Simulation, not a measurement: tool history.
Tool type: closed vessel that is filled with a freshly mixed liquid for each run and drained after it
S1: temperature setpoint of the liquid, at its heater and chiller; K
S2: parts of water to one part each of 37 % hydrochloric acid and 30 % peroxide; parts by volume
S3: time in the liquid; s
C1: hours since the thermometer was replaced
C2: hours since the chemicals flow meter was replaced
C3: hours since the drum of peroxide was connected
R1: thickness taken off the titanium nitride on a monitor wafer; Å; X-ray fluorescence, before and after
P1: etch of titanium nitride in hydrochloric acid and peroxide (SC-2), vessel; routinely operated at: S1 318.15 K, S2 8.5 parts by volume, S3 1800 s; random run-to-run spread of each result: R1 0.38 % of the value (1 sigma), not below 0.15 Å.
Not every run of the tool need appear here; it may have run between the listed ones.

Run 1, hour 10.5: S1 318.15 K, S2 8.5 parts by volume, S3 1800 s; C1 1275.0; C2 312.7; C3 499.2. Result: R1 256.020 Å.
Run 2, hour 19.2: S1 318.15 K, S2 8.5 parts by volume, S3 1800 s; C1 1283.7; C2 321.4; C3 507.9. Result: R1 254.770 Å.
Run 3, hour 27.5: S1 329.65 K, S2 8.5 parts by volume, S3 1800 s; C1 1292.0; C2 329.7; C3 516.2. Result: R1 548.770 Å.
Run 4, hour 46.0: S1 325.65 K, S2 8.5 parts by volume, S3 2745 s; C1 1310.5; C2 348.2; C3 534.7. Result: R1 644.360 Å.
Run 5, hour 63.3: S1 318.15 K, S2 4.0 parts by volume, S3 1800 s; C1 1327.8; C2 365.5; C3 552.0. Result: R1 447.570 Å.
Run 6, hour 71.9: S1 318.15 K, S2 8.5 parts by volume, S3 1800 s; C1 1336.4; C2 374.1; C3 560.6. Result: R1 255.430 Å.
Run 7, hour 80.5: S1 311.15 K, S2 8.5 parts by volume, S3 370 s; C1 1345.0; C2 382.7; C3 569.2. Result: R1 32.155 Å.
Run 8, hour 98.5: S1 318.15 K, S2 8.5 parts by volume, S3 1800 s; C1 1363.0; C2 400.7; C3 587.2. Result: R1 255.850 Å.
Run 9, hour 107.1: S1 325.15 K, S2 5.0 parts by volume, S3 1800 s; C1 1371.6; C2 409.3; C3 595.8. Result: R1 616.190 Å.
Run 10, hour 115.9: S1 318.15 K, S2 8.5 parts by volume, S3 730 s; C1 1380.4; C2 418.1; C3 604.6. Result: R1 104.190 Å.
Run 11, hour 129.0: S1 318.15 K, S2 13.0 parts by volume, S3 1800 s; C1 1393.5; C2 431.2; C3 617.7. Result: R1 178.600 Å.
Run 12, hour 143.2: S1 318.15 K, S2 8.5 parts by volume, S3 1800 s; C1 1407.7; C2 445.4; C3 631.9. Result: R1 254.530 Å.
Run 13, hour 152.1: S1 308.15 K, S2 8.5 parts by volume, S3 1800 s; C1 1416.6; C2 454.3; C3 640.8. Result: R1 126.160 Å.
Run 14, hour 169.4: S1 318.15 K, S2 8.5 parts by volume, S3 2580 s; C1 1433.9; C2 471.6; C3 658.1. Result: R1 367.830 Å.
Run 15, hour 181.5: S1 318.15 K, S2 8.5 parts by volume, S3 1800 s; C1 1446.0; C2 483.7; C3 670.2. Result: R1 256.550 Å.
Run 16, hour 198.3: S1 318.15 K, S2 8.5 parts by volume, S3 1800 s; C1 1462.8; C2 500.5; C3 687.0. Result: R1 265.290 Å.
Run 17, hour 215.2: S1 318.15 K, S2 8.5 parts by volume, S3 1800 s; C1 1479.7; C2 517.4; C3 703.9. Result: R1 272.230 Å.
Run 18, hour 226.1: S1 318.15 K, S2 8.5 parts by volume, S3 1800 s; C1 1490.6; C2 528.3; C3 714.8. Result: R1 274.470 Å.
Run 19, hour 236.5: S1 318.15 K, S2 8.5 parts by volume, S3 1800 s; C1 1501.0; C2 538.7; C3 725.2. Result: R1 275.950 Å.
Run 20, hour 250.7: S1 318.15 K, S2 8.5 parts by volume, S3 1800 s; C1 1515.2; C2 552.9; C3 739.4. Result: R1 278.810 Å.
Run 21, hour 266.8: S1 318.15 K, S2 8.5 parts by volume, S3 1800 s; C1 1531.3; C2 569.0; C3 755.5. Result: R1 276.140 Å.
Run 22, hour 275.4: S1 318.15 K, S2 8.5 parts by volume, S3 1800 s; C1 1539.9; C2 577.6; C3 764.1. Result: R1 278.630 Å.
Run 23, hour 285.2: S1 318.15 K, S2 8.5 parts by volume, S3 1800 s; C1 1549.7; C2 587.4; C3 773.9. Result: R1 278.250 Å.

Compared with where it was, what P1 gives has crept away. Each cause listed below fits the log as well as the rest, at the size given for it:
A: chemicals flow above the setpoint (%) = 10.9
B: liquid hotter than its thermometer reads (K) = 1.21
The creep began at about hour 181.5.
What rules out each remaining cause:
peroxide weaker than its label (%): limited to 8, which would change R1 by -7.3 %, either short of the creep or opposite in sign

Which of the 4 check runs listed below, each an average over 2 wafers with its results shown as question marks, gives clearly different results under the different listed causes?
Run check 1, hour 295.0: S1 318.15 K, S2 12.0 parts by volume, S3 1800 s. Result: R1 ?.
Run check 2, hour 295.0: S1 318.15 K, S2 8.5 parts by volume, S3 1125 s. Result: R1 ?.
Run check 3, hour 295.0: S1 309.15 K, S2 4.0 parts by volume, S3 1800 s. Result: R1 ?.
Run check 4, hour 295.0: S1 308.15 K, S2 8.5 parts by volume, S3 2540 s. Result: R1 ?.

How each check would come out, cause by cause:
  check  result     if A     if B
check 1      R1  209.270  208.220
check 2      R1  173.500  173.510
check 3      R1  253.050  258.180
check 4      R1  192.550  193.620
How far apart the two closest causes lie, in the result that separates them most: check 1 0.51 %; check 2 0.01 %; check 3 2.01 %; check 4 0.55 %
Of the check runs offered, only check 3 discriminates between the causes; the rest would read about the same regardless of which cause applies.

With check 3 done, the readings were: R1 253.510 Å. Identify which of the listed causes applies.

It was cause A: chemicals flow above the setpoint (%).
